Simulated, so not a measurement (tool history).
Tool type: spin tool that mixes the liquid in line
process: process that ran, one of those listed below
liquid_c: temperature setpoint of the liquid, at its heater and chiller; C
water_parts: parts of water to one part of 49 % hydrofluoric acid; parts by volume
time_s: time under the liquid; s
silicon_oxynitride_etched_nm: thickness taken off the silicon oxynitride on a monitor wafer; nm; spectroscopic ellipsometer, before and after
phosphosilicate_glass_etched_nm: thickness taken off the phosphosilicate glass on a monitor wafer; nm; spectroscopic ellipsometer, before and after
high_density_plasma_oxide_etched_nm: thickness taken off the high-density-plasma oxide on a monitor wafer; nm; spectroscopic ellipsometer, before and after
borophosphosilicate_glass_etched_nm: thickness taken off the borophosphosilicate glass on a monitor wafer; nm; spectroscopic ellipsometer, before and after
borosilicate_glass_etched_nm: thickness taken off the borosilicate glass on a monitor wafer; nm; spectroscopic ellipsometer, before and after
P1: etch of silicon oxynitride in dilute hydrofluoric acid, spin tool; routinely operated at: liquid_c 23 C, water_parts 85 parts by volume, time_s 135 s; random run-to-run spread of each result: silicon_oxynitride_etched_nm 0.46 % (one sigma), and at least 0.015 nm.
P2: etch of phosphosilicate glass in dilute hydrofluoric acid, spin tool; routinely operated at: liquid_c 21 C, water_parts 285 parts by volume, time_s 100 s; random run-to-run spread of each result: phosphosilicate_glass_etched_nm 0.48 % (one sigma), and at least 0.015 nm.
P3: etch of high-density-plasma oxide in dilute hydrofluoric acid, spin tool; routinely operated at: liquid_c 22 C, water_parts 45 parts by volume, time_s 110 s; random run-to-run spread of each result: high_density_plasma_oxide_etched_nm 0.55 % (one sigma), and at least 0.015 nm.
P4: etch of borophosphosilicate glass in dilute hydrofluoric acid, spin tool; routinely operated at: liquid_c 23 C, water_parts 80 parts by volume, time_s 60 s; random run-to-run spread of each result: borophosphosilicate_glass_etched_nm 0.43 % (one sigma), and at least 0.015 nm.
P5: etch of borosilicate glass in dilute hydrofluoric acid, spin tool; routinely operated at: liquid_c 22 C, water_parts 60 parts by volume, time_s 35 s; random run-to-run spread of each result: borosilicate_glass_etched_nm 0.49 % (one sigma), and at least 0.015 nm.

run   hour  process  liquid_c  water_parts  time_s  hours since the thermometer was replaced  hours since the hydrofluoric acid flow meter was replaced  silicon_oxynitride_etched_nm  phosphosilicate_glass_etched_nm  high_density_plasma_oxide_etched_nm  borophosphosilicate_glass_etched_nm  borosilicate_glass_etched_nm
  1   13.6       P1        23           85     135                                     417.4                                                      561.8                        7.1435
  2   27.1       P2      28.5          285     100                                     430.9                                                      575.3                                                         52.131
  3   40.6       P1        23          145     135                                     444.4                                                      588.8                        3.9597
  4   55.8       P3        17           45     110                                     459.6                                                        604                                                                                              9.8085
  5   64.5       P1      27.5           85     135                                     468.3                                                      612.7                        8.6771
  6   78.7       P1        23           85     135                                     482.5                                                      626.9                        7.0895
  7   89.6       P3        22           45     180                                     493.4                                                      637.8                                                                                              20.021
  8  101.7       P2        21          485     100                                     505.5                                                      649.9                                                         19.973
  9  114.7       P4        23          115      60                                     518.5                                                      662.9                                                                                                                                   25.765
 10    124       P3        22           45     110                                     527.8                                                      672.2                                                                                              12.349
 11  133.9       P5        22           60      35                                     537.7                                                      682.1                                                                                                                                                                 31.162
 12  149.8       P1        23           85     135                                     553.6                                                        698                        7.1051
 13  162.9       P1      17.5           25     135                                     566.7                                                      711.1                        19.051
 14  176.2       P5        22           40      35                                       580                                                      724.4                                                                                                                                                                 47.498
 15  183.9       P5        22           60      35                                     587.7                                                      732.1                                                                                                                                                                 31.408
 16  196.4       P4        17           80      60                                     600.2                                                      744.6                                                                                                                                   29.972
 17  212.7       P1        23           20     135                                     616.5                                                      760.9                        31.754
 18  226.7       P4        23           80      60                                     630.5                                                      774.9                                                                                                                                   38.607
 19  236.9       P1        17           35     135                                     640.7                                                      785.1                        13.099
 20  251.7       P1        23           85     245                                     655.5                                                      799.9                        12.789
 21  261.1       P1        23           85     135                                     664.9                                                      809.3                        7.0336
 22  275.1       P3        22           45     110                                     678.9                                                      823.3                                                                                              12.273
 23  287.9       P5      17.5           60      35                                     691.7                                                      836.1                                                                                                                                                                 26.006
 24    297       P1        17           85     135                                     700.8                                                      845.2                        5.2403
 25  306.2       P5        22           60      15                                       710                                                      854.4                                                                                                                                                                 13.257
 26  313.8       P4        23           80     115                                     717.6                                                        862                                                                                                                                   73.533
 27  325.9       P3        22           75     110                                     729.7                                                      874.1                                                                                              7.1196
 28  335.5       P2        21          285     165                                     739.3                                                      883.7                                                          66.45
 29  345.8       P2        21          285     100                                     749.6                                                        894                                                         40.505
 30  356.6       P1        23           85      15                                     760.4                                                      904.8                       0.81347
 31  365.9       P1        23           85     135                                     769.7                                                      914.1                        7.0524
 32  377.5       P1        23           85     135                                     781.3                                                      925.7                        7.0379
 33  385.5       P1        23           85     135                                     789.3                                                      933.7                        7.2027
 34  398.6       P1        23           85     135                                     802.4                                                      946.8                        7.3417
 35  414.7       P1        23           85     135                                     818.5                                                      962.9                        7.5132
 36    427       P1        23           85     135                                     830.8                                                      975.2                        7.5582
 37  437.5       P1        23           85     135                                     841.3                                                      985.7                        7.6453
 38  454.7       P1        23           85     135                                     858.5                                                     1002.9                        7.6917
 39  470.5       P1        23           85     135                                     874.3                                                     1018.7                        7.6741
 40  483.4       P1        23           85     135                                     887.2                                                     1031.6                        7.7042
 41  498.8       P1        23           85     135                                     902.6                                                       1047                        7.7301
 42  507.2       P1        23           85     135                                       911                                                     1055.4                        7.6778

P1 no longer gives what it gave before; its output has crept away from where it was. The following 2 causes, each at its listed size, fit the log equally well:
A: hydrofluoric acid flow above the setpoint (%) = 8.32
B: liquid hotter than its thermometer reads (K) = 1.79
Creep in the process output first set in at about hour 377.5.

Consider the 4 single-wafer check runs listed below, results given as question marks: which one distinguishes between the causes by giving clearly different results for each?
check 1  515.6       P5        22           40      35                                                                                                                                                                                                                                                                           ?
check 2  515.6       P4        17           80      60                                                                                                                                                                                                                                             ?
check 3  515.6       P2        21          460     100                                                                                                                                                                   ?
check 4  515.6       P3        17           65     110                                                                                                                                                                                                        ?

Outcome of each check run for each possible cause:
  check                               result    if A    if B
check 1         borosilicate_glass_etched_nm  52.143  51.683
check 2  borophosphosilicate_glass_etched_nm  32.622  32.277
check 3      phosphosilicate_glass_etched_nm  23.957  22.786
check 4  high_density_plasma_oxide_etched_nm  7.3297  7.2655
Gap, in per cent, between the two causes that each check separates least, read from the result that separates them most: check 1 0.89 %; check 2 1.06 %; check 3 5.01 %; check 4 0.88 %
Only check 3 tells the causes apart: in the others they would give nearly the same result.

Then check 3 was run and gave: phosphosilicate_glass_etched_nm 23.981 nm. Which cause is it?

It was cause A: hydrofluoric acid flow above the setpoint (%).
